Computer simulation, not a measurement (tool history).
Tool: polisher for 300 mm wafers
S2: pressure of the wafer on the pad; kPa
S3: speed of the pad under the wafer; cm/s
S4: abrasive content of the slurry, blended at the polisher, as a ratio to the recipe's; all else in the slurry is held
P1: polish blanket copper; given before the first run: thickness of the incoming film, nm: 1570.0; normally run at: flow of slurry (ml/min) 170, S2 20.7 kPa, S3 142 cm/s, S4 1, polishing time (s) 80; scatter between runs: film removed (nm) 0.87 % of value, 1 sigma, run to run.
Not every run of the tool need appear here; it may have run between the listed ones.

Run 1, hour 14.4: flow of slurry (ml/min) 170, S2 20.7 kPa, S3 142 cm/s, S4 1, polishing time (s) 80. Result: film removed (nm) 397.31.
Run 2, hour 29.5: flow of slurry (ml/min) 170, S2 20.7 kPa, S3 142 cm/s, S4 1, polishing time (s) 80. Result: film removed (nm) 387.55.
Run 3, hour 47.2: flow of slurry (ml/min) 170, S2 20.7 kPa, S3 142 cm/s, S4 0.55, polishing time (s) 109. Result: film removed (nm) 478.3.
Run 4, hour 60: flow of slurry (ml/min) 230, S2 20.7 kPa, S3 142 cm/s, S4 1, polishing time (s) 80. Result: film removed (nm) 402.34.
Run 5, hour 79.3: flow of slurry (ml/min) 170, S2 20.7 kPa, S3 82 cm/s, S4 1.2, polishing time (s) 80. Result: film removed (nm) 234.35.
Run 6, hour 98.6: flow of slurry (ml/min) 250, S2 20.7 kPa, S3 142 cm/s, S4 1, polishing time (s) 44. Result: film removed (nm) 226.8.
Run 7, hour 114.1: flow of slurry (ml/min) 170, S2 20.7 kPa, S3 64 cm/s, S4 1, polishing time (s) 80. Result: film removed (nm) 177.
At hour 121.2: slurry blender recalibrated.
At hour 124.2: slurry nozzle cleaned.
Run 8, hour 127.4: flow of slurry (ml/min) 100, S2 20.7 kPa, S3 142 cm/s, S4 1, polishing time (s) 80. Result: film removed (nm) 351.67.
Run 9, hour 137.2: flow of slurry (ml/min) 170, S2 20.7 kPa, S3 142 cm/s, S4 1, polishing time (s) 80. Result: film removed (nm) 391.29.
Run 10, hour 155.1: flow of slurry (ml/min) 170, S2 20.7 kPa, S3 142 cm/s, S4 1, polishing time (s) 80. Result: film removed (nm) 391.4.
Run 11, hour 164: flow of slurry (ml/min) 170, S2 20.7 kPa, S3 142 cm/s, S4 1, polishing time (s) 80. Result: film removed (nm) 391.22.
Run 12, hour 182.9: flow of slurry (ml/min) 170, S2 20.7 kPa, S3 142 cm/s, S4 1, polishing time (s) 118. Result: film removed (nm) 577.18.
Run 13, hour 196.9: flow of slurry (ml/min) 170, S2 20.7 kPa, S3 142 cm/s, S4 1, polishing time (s) 36. Result: film removed (nm) 175.38.
Run 14, hour 212.1: flow of slurry (ml/min) 170, S2 10.3 kPa, S3 142 cm/s, S4 1, polishing time (s) 80. Result: film removed (nm) 193.71.
Run 15, hour 221.5: flow of slurry (ml/min) 170, S2 20.7 kPa, S3 142 cm/s, S4 0.55, polishing time (s) 80. Result: film removed (nm) 350.89.
Run 16, hour 231.5: flow of slurry (ml/min) 170, S2 28.3 kPa, S3 142 cm/s, S4 1, polishing time (s) 80. Result: film removed (nm) 540.16.
Run 17, hour 240.4: flow of slurry (ml/min) 170, S2 20.7 kPa, S3 212 cm/s, S4 1, polishing time (s) 80. Result: film removed (nm) 579.72.
Run 18, hour 259.7: flow of slurry (ml/min) 170, S2 20.7 kPa, S3 142 cm/s, S4 1.45, polishing time (s) 80. Result: film removed (nm) 421.76.
Run 19, hour 270.1: flow of slurry (ml/min) 170, S2 20.7 kPa, S3 142 cm/s, S4 1, polishing time (s) 80. Result: film removed (nm) 385.18.
Run 20, hour 282.1: flow of slurry (ml/min) 170, S2 20.7 kPa, S3 142 cm/s, S4 1, polishing time (s) 80. Result: film removed (nm) 379.03.
Run 21, hour 301.2: flow of slurry (ml/min) 170, S2 20.7 kPa, S3 142 cm/s, S4 1, polishing time (s) 80. Result: film removed (nm) 375.99.
Run 22, hour 315.2: flow of slurry (ml/min) 170, S2 20.7 kPa, S3 142 cm/s, S4 1, polishing time (s) 80. Result: film removed (nm) 362.54.
At hour 329.8: slurry blender recalibrated.
Run 23, hour 329.8: flow of slurry (ml/min) 170, S2 20.7 kPa, S3 142 cm/s, S4 1, polishing time (s) 80. Result: film removed (nm) 362.16.
Run 24, hour 338.7: flow of slurry (ml/min) 170, S2 20.7 kPa, S3 142 cm/s, S4 1, polishing time (s) 80. Result: film removed (nm) 364.18.
Run 25, hour 357.7: flow of slurry (ml/min) 170, S2 20.7 kPa, S3 142 cm/s, S4 1, polishing time (s) 80. Result: film removed (nm) 360.52.
At hour 361.3: worn pad replaced by a new one.
Run 26, hour 376: flow of slurry (ml/min) 170, S2 20.7 kPa, S3 142 cm/s, S4 1, polishing time (s) 80. Result: film removed (nm) 356.32.
Run 27, hour 394.5: flow of slurry (ml/min) 170, S2 20.7 kPa, S3 142 cm/s, S4 1, polishing time (s) 80. Result: film removed (nm) 361.31.

What P1 gives has crept away from where it was. These 2 causes fit the log equally well, each at the size given:
A: head's pressure below its setpoint, % = 8.61
B: slurry flow missing at the pad, % = 37.2
At approximately hour 270.1, the process output began to creep.
The rest of the possible causes, and what rules out each one:
removal rate lost through wear of the pad, %: its service at hour 361.3 followed the start of the drift and did not put the process back to its old value
abrasive missing from the slurry, %: its service at hour 329.8 followed the start of the drift and did not put the process back to its old value

Each of the check runs listed below is run on 5 wafers and reports their average, with the results left as question marks. Pick the one under which the possible causes would lead to clearly different results.
Run check 1, hour 413: flow of slurry (ml/min) 170, S2 11 kPa, S3 142 cm/s, S4 1, polishing time (s) 80. Result: film removed (nm) ?.
Run check 2, hour 413: flow of slurry (ml/min) 170, S2 20.7 kPa, S3 182 cm/s, S4 1.45, polishing time (s) 80. Result: film removed (nm) ?.
Run check 3, hour 413: flow of slurry (ml/min) 170, S2 20.7 kPa, S3 142 cm/s, S4 1, polishing time (s) 42. Result: film removed (nm) ?.
Run check 4, hour 413: flow of slurry (ml/min) 125, S2 28.3 kPa, S3 142 cm/s, S4 1, polishing time (s) 80. Result: film removed (nm) ?.

What every check run would give for each of its results, assuming each possible cause in turn:
  check             result    if A    if B
check 1  film removed (nm)  190.31  190.32
check 2  film removed (nm)   496.1  496.12
check 3  film removed (nm)  187.33  187.34
check 4  film removed (nm)   461.5  448.56
Minimum pairwise separation of causes per check, each pair taken at its best-separating result: check 1 0 %; check 2 0 %; check 3 0 %; check 4 2.85 %
The causes can be told apart only by check 4. The other checks would give nearly the same results under each of them.

Check 4 was then run and gave: film removed (nm) 447.33. Which cause is it?

The cause is B: slurry flow missing at the pad, %.
